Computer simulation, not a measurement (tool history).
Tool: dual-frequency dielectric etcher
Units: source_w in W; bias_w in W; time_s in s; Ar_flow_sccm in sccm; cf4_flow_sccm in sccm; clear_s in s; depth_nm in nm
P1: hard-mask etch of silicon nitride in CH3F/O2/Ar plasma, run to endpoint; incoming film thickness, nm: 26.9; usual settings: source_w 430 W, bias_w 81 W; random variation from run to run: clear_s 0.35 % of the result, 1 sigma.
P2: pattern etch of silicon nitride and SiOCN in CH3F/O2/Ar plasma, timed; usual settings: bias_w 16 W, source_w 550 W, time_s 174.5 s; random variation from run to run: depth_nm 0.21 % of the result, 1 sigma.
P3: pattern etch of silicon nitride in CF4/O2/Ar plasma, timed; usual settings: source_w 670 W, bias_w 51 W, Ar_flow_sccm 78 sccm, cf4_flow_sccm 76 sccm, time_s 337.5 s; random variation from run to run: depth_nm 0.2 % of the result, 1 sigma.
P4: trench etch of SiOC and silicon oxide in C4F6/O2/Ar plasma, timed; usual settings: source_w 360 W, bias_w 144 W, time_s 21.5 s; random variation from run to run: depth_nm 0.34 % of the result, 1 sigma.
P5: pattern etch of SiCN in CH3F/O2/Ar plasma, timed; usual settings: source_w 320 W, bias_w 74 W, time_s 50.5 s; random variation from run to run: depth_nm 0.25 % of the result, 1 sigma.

run,hour,process,source_w,bias_w,time_s,Ar_flow_sccm,cf4_flow_sccm,hours since the last wet clean,hours since the last source power generator calibration,hours since the last bias power generator calibration,clear_s,depth_nm
1,7.8,P1,430,81,,,,275.3,432.4,2005.4,37.343,
2,14.1,P4,360,144,21.5,,,281.6,438.7,2011.7,,38.247
3,19.4,P1,510,102,,,,286.9,444.0,2017.0,32.393,
# hour 23.9: source power generator calibrated
4,24.1,P3,670,51,337.5,78,76,291.6,0.2,2021.7,,837.330
5,27.6,P4,500,144,21.5,,,295.1,3.7,2025.2,,43.563
6,33.5,P3,670,34,337.5,78,76,301.0,9.6,2031.1,,728.170
7,38.8,P1,430,81,,,,306.3,14.9,2036.4,37.443,
8,42.9,P5,320,56,50.5,,,310.4,19.0,2040.5,,16.281
9,48.4,P1,430,81,,,,315.9,24.5,2046.0,37.396,
10,54.5,P1,570,81,,,,322.0,30.6,2052.1,33.607,
11,62.5,P3,670,51,337.5,78,76,330.0,38.6,2060.1,,839.560
12,67.2,P3,670,51,337.5,78,94,334.7,43.3,2064.8,,860.530
13,75.2,P5,320,74,32.5,,,342.7,51.3,2072.8,,11.564
14,80.3,P5,220,74,50.5,,,347.8,56.4,2077.9,,15.549
15,84.6,P3,670,51,337.5,96,76,352.1,60.7,2082.2,,814.300
16,90.9,P3,670,51,494.5,78,76,358.4,67.0,2088.5,,1229.200
17,96.7,P2,550,16,174.5,,,364.2,72.8,2094.3,,23.052
18,103.5,P1,250,81,,,,371.0,79.6,2101.1,45.993,
19,108.6,P5,320,74,50.5,,,376.1,84.7,2106.2,,17.911
20,116.3,P4,360,144,16.0,,,383.8,92.4,2113.9,,28.438
21,124.5,P3,430,51,337.5,78,76,392.0,100.6,2122.1,,569.820
22,132.5,P2,550,10,174.5,,,400.0,108.6,2130.1,,19.365
23,137.3,P2,550,16,220.0,,,404.8,113.4,2134.9,,29.028
24,145.4,P1,430,81,,,,412.9,121.5,2143.0,37.520,
25,150.8,P2,670,16,174.5,,,418.3,126.9,2148.4,,24.740
26,156.3,P1,430,106,,,,423.8,132.4,2153.9,33.876,
27,162.4,P5,320,74,50.5,,,429.9,138.5,2160.0,,17.959
28,168.1,P1,430,50,,,,435.6,144.2,2165.7,43.708,
29,173.8,P4,360,98,21.5,,,441.3,149.9,2171.4,,34.017
30,181.5,P1,430,81,,,,449.0,157.6,2179.1,37.115,
31,189.2,P1,430,81,,,,456.7,165.3,2186.8,37.820,
32,193.7,P1,430,81,,,,461.2,169.8,2191.3,37.935,
33,199.6,P1,430,81,,,,467.1,175.7,2197.2,37.823,
34,206.8,P1,430,81,,,,474.3,182.9,2204.4,38.354,
35,210.5,P1,430,81,,,,478.0,186.6,2208.1,38.072,
# hour 213.6: wet clean of the chamber
36,216.1,P1,430,81,,,,2.6,192.2,2213.7,38.280,
37,221.3,P1,430,81,,,,7.8,197.4,2218.9,38.069,
38,225.4,P1,430,81,,,,11.9,201.5,2223.0,38.115,
39,230.0,P1,430,81,,,,16.5,206.1,2227.6,38.156,
40,235.1,P1,430,81,,,,21.6,211.2,2232.7,38.161,

What P1 gives has crept away from where it was. These 2 causes fit the log equally well, each at the size given:
A: bias power that arrives under what is set, % = 4.93
B: source power that arrives under what is set, % = 4.55
The creep began at about hour 181.5.
Why every other cause is out:
chamber walls in a state that lowers the etch rate, %: serviced at hour 213.6, which brought nothing back

4 check runs are offered, one wafer each, their results left as question marks. Which one tells the causes apart?
check 1,240.2,P2,550,16,174.5,,,,,,,?
check 2,240.2,P4,360,144,21.5,,,,,,,?
check 3,240.2,P5,320,74,50.5,,,,,,,?
check 4,240.2,P3,670,51,337.5,78,76,,,,,?

What each check would give under each cause:
check,result,if A,if B
check 1,depth_nm,22.578,22.651
check 2,depth_nm,37.704,37.588
check 3,depth_nm,17.608,17.622
check 4,depth_nm,823.800,805.800
How far apart the two closest causes lie, in the result that separates them most: check 1 0.32 %; check 2 0.31 %; check 3 0.08 %; check 4 2.21 %
Check 4 tells the causes apart: in the others they would give nearly the same result.

Then check 4 was run and gave: depth_nm 823.490 nm. Which cause is it?

It is A: bias power that arrives under what is set, %.
